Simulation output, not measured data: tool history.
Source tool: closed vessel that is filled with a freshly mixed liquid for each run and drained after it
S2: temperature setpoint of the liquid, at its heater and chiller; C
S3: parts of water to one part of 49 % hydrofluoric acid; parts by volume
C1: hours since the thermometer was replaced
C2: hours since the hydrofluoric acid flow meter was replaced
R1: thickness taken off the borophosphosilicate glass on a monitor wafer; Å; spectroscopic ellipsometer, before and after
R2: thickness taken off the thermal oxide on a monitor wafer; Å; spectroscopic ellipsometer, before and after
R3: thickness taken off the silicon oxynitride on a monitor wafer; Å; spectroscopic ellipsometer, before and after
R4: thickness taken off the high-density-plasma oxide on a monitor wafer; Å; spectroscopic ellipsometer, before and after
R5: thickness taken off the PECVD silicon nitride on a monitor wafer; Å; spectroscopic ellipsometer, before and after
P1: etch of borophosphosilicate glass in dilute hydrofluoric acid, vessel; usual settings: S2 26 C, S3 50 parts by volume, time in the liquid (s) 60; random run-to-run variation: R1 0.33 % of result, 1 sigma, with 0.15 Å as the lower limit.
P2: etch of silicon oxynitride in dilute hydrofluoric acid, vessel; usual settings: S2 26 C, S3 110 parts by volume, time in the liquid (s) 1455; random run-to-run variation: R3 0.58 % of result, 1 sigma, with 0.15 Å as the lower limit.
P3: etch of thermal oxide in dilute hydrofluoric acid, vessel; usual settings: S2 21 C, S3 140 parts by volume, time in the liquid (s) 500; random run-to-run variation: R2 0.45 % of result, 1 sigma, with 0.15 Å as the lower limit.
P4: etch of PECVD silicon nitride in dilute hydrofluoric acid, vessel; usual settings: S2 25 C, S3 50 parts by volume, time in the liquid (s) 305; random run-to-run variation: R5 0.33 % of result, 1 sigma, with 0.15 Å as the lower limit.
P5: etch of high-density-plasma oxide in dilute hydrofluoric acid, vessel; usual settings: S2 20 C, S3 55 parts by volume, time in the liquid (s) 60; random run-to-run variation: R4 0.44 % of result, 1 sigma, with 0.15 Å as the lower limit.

run 1 hour=9.6 | process_that_ran=P1 S2=26 S3=50 time_in_the_liquid_(s)=60 | C1=471.5 C2=408.3 | R1=464.29
run 2 hour=21.4 | process_that_ran=P1 S2=26 S3=50 time_in_the_liquid_(s)=60 | C1=483.3 C2=420.1 | R1=464.61
run 3 hour=28.4 | process_that_ran=P1 S2=26 S3=50 time_in_the_liquid_(s)=30 | C1=490.3 C2=427.1 | R1=232.63
run 4 hour=38.4 | process_that_ran=P3 S2=21 S3=140 time_in_the_liquid_(s)=205 | C1=500.3 C2=437.1 | R2=61.062
run 5 hour=48.8 | process_that_ran=P3 S2=21 S3=140 time_in_the_liquid_(s)=500 | C1=510.7 C2=447.5 | R2=148.09
run 6 hour=57.5 | process_that_ran=P1 S2=26 S3=50 time_in_the_liquid_(s)=60 | C1=519.4 C2=456.2 | R1=463.62
run 7 hour=67.8 | process_that_ran=P2 S2=26 S3=110 time_in_the_liquid_(s)=1455 | C1=529.7 C2=466.5 | R3=502.95
run 8 hour=78.4 | process_that_ran=P1 S2=26 S3=50 time_in_the_liquid_(s)=60 | C1=540.3 C2=477.1 | R1=462.71
run 9 hour=85.6 | process_that_ran=P5 S2=20 S3=55 time_in_the_liquid_(s)=60 | C1=547.5 C2=484.3 | R4=78.076
run 10 hour=94.4 | process_that_ran=P5 S2=20 S3=55 time_in_the_liquid_(s)=110 | C1=556.3 C2=493.1 | R4=143.75
-- hour=97.9 hydrofluoric acid flow meter replaced
run 11 hour=104.9 | process_that_ran=P1 S2=26 S3=70 time_in_the_liquid_(s)=60 | C1=566.8 C2=7.1 | R1=324.94
run 12 hour=112.3 | process_that_ran=P4 S2=25 S3=20 time_in_the_liquid_(s)=305 | C1=574.2 C2=14.5 | R5=556.56
run 13 hour=120.9 | process_that_ran=P4 S2=25 S3=50 time_in_the_liquid_(s)=305 | C1=582.8 C2=23.1 | R5=228.37
run 14 hour=128.6 | process_that_ran=P4 S2=18 S3=50 time_in_the_liquid_(s)=305 | C1=590.5 C2=30.8 | R5=141
run 15 hour=138.5 | process_that_ran=P1 S2=26 S3=50 time_in_the_liquid_(s)=60 | C1=600.4 C2=40.7 | R1=463.63
run 16 hour=143.9 | process_that_ran=P2 S2=26 S3=60 time_in_the_liquid_(s)=1455 | C1=605.8 C2=46.1 | R3=972.01
run 17 hour=149.8 | process_that_ran=P3 S2=25 S3=140 time_in_the_liquid_(s)=500 | C1=611.7 C2=52 | R2=174.03
run 18 hour=162 | process_that_ran=P5 S2=28 S3=55 time_in_the_liquid_(s)=60 | C1=623.9 C2=64.2 | R4=107.99
run 19 hour=172 | process_that_ran=P1 S2=26 S3=20 time_in_the_liquid_(s)=60 | C1=633.9 C2=74.2 | R1=1215.7
run 20 hour=179.8 | process_that_ran=P4 S2=25 S3=50 time_in_the_liquid_(s)=140 | C1=641.7 C2=82 | R5=105.1
run 21 hour=186.2 | process_that_ran=P1 S2=26 S3=50 time_in_the_liquid_(s)=110 | C1=648.1 C2=88.4 | R1=855.57
run 22 hour=194.6 | process_that_ran=P1 S2=20.5 S3=50 time_in_the_liquid_(s)=60 | C1=656.5 C2=96.8 | R1=370.46
run 23 hour=203.9 | process_that_ran=P2 S2=26 S3=110 time_in_the_liquid_(s)=705 | C1=665.8 C2=106.1 | R3=245.24
run 24 hour=215.7 | process_that_ran=P5 S2=20 S3=20 time_in_the_liquid_(s)=60 | C1=677.6 C2=117.9 | R4=223.61
run 25 hour=223.1 | process_that_ran=P5 S2=20 S3=55 time_in_the_liquid_(s)=60 | C1=685 C2=125.3 | R4=78.303
run 26 hour=228.9 | process_that_ran=P3 S2=21 S3=25 time_in_the_liquid_(s)=500 | C1=690.8 C2=131.1 | R2=953.41
run 27 hour=234.6 | process_that_ran=P1 S2=26 S3=50 time_in_the_liquid_(s)=60 | C1=696.5 C2=136.8 | R1=465.91
run 28 hour=241.9 | process_that_ran=P1 S2=30.5 S3=50 time_in_the_liquid_(s)=60 | C1=703.8 C2=144.1 | R1=556.2
run 29 hour=250 | process_that_ran=P1 S2=26 S3=85 time_in_the_liquid_(s)=85 | C1=711.9 C2=152.2 | R1=370.66
run 30 hour=259.4 | process_that_ran=P2 S2=33 S3=110 time_in_the_liquid_(s)=1455 | C1=721.3 C2=161.6 | R3=690.14
run 31 hour=271.7 | process_that_ran=P2 S2=26 S3=110 time_in_the_liquid_(s)=1455 | C1=733.6 C2=173.9 | R3=504.44
run 32 hour=283.3 | process_that_ran=P1 S2=26 S3=50 time_in_the_liquid_(s)=60 | C1=745.2 C2=185.5 | R1=466.14
run 33 hour=291.9 | process_that_ran=P1 S2=26 S3=50 time_in_the_liquid_(s)=60 | C1=753.8 C2=194.1 | R1=449.53
run 34 hour=302.9 | process_that_ran=P1 S2=26 S3=50 time_in_the_liquid_(s)=60 | C1=764.8 C2=205.1 | R1=441.66
run 35 hour=311.9 | process_that_ran=P1 S2=26 S3=50 time_in_the_liquid_(s)=60 | C1=773.8 C2=214.1 | R1=438.76
run 36 hour=319.3 | process_that_ran=P1 S2=26 S3=50 time_in_the_liquid_(s)=60 | C1=781.2 C2=221.5 | R1=435.62
run 37 hour=330.8 | process_that_ran=P1 S2=26 S3=50 time_in_the_liquid_(s)=60 | C1=792.7 C2=233 | R1=437.49
run 38 hour=336.8 | process_that_ran=P1 S2=26 S3=50 time_in_the_liquid_(s)=60 | C1=798.7 C2=239 | R1=436.33

P1 no longer gives what it gave before; its output has crept away from where it was. The following 2 causes, each at its listed size, fit the log equally well:
A: hydrofluoric acid flow below the setpoint (%) = 5.9
B: liquid colder than its thermometer reads (K) = 1.6
The gradual shift began around hour 283.3.

4 check runs are offered, one wafer each, their results left as question marks. Which one tells the causes apart?
run check 1 hour=342.8 | process_that_ran=P2 S2=31.5 S3=65 time_in_the_liquid_(s)=1455 | R3=?
run check 2 hour=342.8 | process_that_ran=P5 S2=27 S3=55 time_in_the_liquid_(s)=100 | R4=?
run check 3 hour=342.8 | process_that_ran=P4 S2=19.5 S3=25 time_in_the_liquid_(s)=305 | R5=?
run check 4 hour=342.8 | process_that_ran=P3 S2=21 S3=45 time_in_the_liquid_(s)=265 | R2=?

What each check would give under each cause:
check=check_1 result=R3 if_A=1077 if_B=1068.6
check=check_2 result=R4 if_A=162.64 if_B=162.85
check=check_3 result=R5 if_A=289.1 if_B=273.58
check=check_4 result=R2 if_A=256.8 if_B=255.82
Distance between the nearest two causes, measured in the result of the check that separates them most: check 1 0.79 %; check 2 0.13 %; check 3 5.52 %; check 4 0.38 %
Check 3 tells the causes apart: in the others they would give nearly the same result.

After running check 3, the following was obtained: R5 272.65 Å. Which cause does this point to?

It is B: liquid colder than its thermometer reads (K).
